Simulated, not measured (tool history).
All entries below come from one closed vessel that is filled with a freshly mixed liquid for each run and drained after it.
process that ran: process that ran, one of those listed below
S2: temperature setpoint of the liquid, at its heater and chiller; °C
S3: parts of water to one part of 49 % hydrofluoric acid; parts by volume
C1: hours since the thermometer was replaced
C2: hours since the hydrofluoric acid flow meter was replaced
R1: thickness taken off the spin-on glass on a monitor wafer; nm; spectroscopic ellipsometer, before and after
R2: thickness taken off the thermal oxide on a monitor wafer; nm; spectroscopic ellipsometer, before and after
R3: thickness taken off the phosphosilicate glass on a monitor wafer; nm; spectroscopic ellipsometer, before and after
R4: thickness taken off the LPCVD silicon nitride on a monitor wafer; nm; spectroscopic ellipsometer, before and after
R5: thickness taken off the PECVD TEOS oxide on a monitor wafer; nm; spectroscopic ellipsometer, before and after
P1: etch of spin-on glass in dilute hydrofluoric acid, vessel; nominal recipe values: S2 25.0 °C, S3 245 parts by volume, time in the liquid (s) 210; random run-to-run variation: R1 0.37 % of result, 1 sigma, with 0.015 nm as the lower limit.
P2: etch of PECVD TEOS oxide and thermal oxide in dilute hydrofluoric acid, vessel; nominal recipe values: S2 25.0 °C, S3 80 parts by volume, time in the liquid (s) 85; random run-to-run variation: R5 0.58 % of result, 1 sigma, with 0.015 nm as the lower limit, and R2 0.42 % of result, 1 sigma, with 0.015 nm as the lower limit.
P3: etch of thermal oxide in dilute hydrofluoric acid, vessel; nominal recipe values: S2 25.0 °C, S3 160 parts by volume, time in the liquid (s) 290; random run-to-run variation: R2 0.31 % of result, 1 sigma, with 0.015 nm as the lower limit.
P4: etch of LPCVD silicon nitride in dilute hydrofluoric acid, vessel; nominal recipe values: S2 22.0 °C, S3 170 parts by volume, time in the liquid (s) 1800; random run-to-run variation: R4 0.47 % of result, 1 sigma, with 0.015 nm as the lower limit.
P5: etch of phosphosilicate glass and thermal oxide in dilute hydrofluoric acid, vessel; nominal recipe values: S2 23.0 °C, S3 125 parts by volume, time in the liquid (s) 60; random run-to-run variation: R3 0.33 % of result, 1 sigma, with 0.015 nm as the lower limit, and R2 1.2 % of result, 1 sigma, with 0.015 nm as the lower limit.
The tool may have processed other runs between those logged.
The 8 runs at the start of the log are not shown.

run 9 hour=36.7 | process_that_ran=P1 S2=25.0 S3=245 time_in_the_liquid_(s)=210 | C1=315.0 C2=1128.3 | R1=50.7900
run 10 hour=41.8 | process_that_ran=P4 S2=22.0 S3=170 time_in_the_liquid_(s)=1800 | C1=320.1 C2=1133.4 | R4=4.9679
run 11 hour=45.5 | process_that_ran=P3 S2=25.0 S3=160 time_in_the_liquid_(s)=290 | C1=323.8 C2=1137.1 | R2=8.3913
run 12 hour=48.4 | process_that_ran=P2 S2=25.0 S3=80 time_in_the_liquid_(s)=85 | C1=326.7 C2=1140.0 | R2=4.9695 R5=27.7020
run 13 hour=53.8 | process_that_ran=P4 S2=17.0 S3=170 time_in_the_liquid_(s)=1800 | C1=332.1 C2=1145.4 | R4=3.5340
run 14 hour=59.4 | process_that_ran=P2 S2=25.0 S3=115 time_in_the_liquid_(s)=85 | C1=337.7 C2=1151.0 | R2=3.2924 R5=18.4140
run 15 hour=63.2 | process_that_ran=P5 S2=29.0 S3=125 time_in_the_liquid_(s)=60 | C1=341.5 C2=1154.8 | R2=2.7017 R3=52.245
run 16 hour=67.9 | process_that_ran=P2 S2=25.0 S3=80 time_in_the_liquid_(s)=85 | C1=346.2 C2=1159.5 | R2=4.9841 R5=27.7580
run 17 hour=70.7 | process_that_ran=P3 S2=25.0 S3=95 time_in_the_liquid_(s)=290 | C1=349.0 C2=1162.3 | R2=15.1670
run 18 hour=73.4 | process_that_ran=P1 S2=19.0 S3=245 time_in_the_liquid_(s)=30 | C1=351.7 C2=1165.0 | R1=5.8149
run 19 hour=76.2 | process_that_ran=P1 S2=25.0 S3=245 time_in_the_liquid_(s)=30 | C1=354.5 C2=1167.8 | R1=7.2992
run 20 hour=81.4 | process_that_ran=P1 S2=25.0 S3=440 time_in_the_liquid_(s)=210 | C1=359.7 C2=1173.0 | R1=23.5480
run 21 hour=84.2 | process_that_ran=P1 S2=25.0 S3=245 time_in_the_liquid_(s)=210 | C1=362.5 C2=1175.8 | R1=50.9700
run 22 hour=87.2 | process_that_ran=P4 S2=22.0 S3=170 time_in_the_liquid_(s)=1800 | C1=365.5 C2=1178.8 | R4=4.9629
run 23 hour=90.9 | process_that_ran=P4 S2=22.0 S3=170 time_in_the_liquid_(s)=3055 | C1=369.2 C2=1182.5 | R4=8.4314
run 24 hour=94.2 | process_that_ran=P4 S2=22.0 S3=95 time_in_the_liquid_(s)=1800 | C1=372.5 C2=1185.8 | R4=8.8127
run 25 hour=97.9 | process_that_ran=P1 S2=25.0 S3=245 time_in_the_liquid_(s)=210 | C1=376.2 C2=1189.5 | R1=51.1850
run 26 hour=103.4 | process_that_ran=P2 S2=25.0 S3=80 time_in_the_liquid_(s)=30 | C1=381.7 C2=1195.0 | R2=1.7334 R5=9.7383
run 27 hour=109.1 | process_that_ran=P1 S2=17.0 S3=245 time_in_the_liquid_(s)=210 | C1=387.4 C2=1200.7 | R1=37.7790
run 28 hour=112.3 | process_that_ran=P5 S2=23.0 S3=125 time_in_the_liquid_(s)=60 | C1=390.6 C2=1203.9 | R2=2.2066 R3=41.619

For run 29, what comes out?
-- hour=113.8 thermometer replaced
run 29 hour=116.6 | process_that_ran=P5 S2=23.0 S3=125 time_in_the_liquid_(s)=100 | C1=2.9 C2=1208.2 | R2=? R3=?

Run 29 measured R2 3.5703 nm, R3 69.608 nm.

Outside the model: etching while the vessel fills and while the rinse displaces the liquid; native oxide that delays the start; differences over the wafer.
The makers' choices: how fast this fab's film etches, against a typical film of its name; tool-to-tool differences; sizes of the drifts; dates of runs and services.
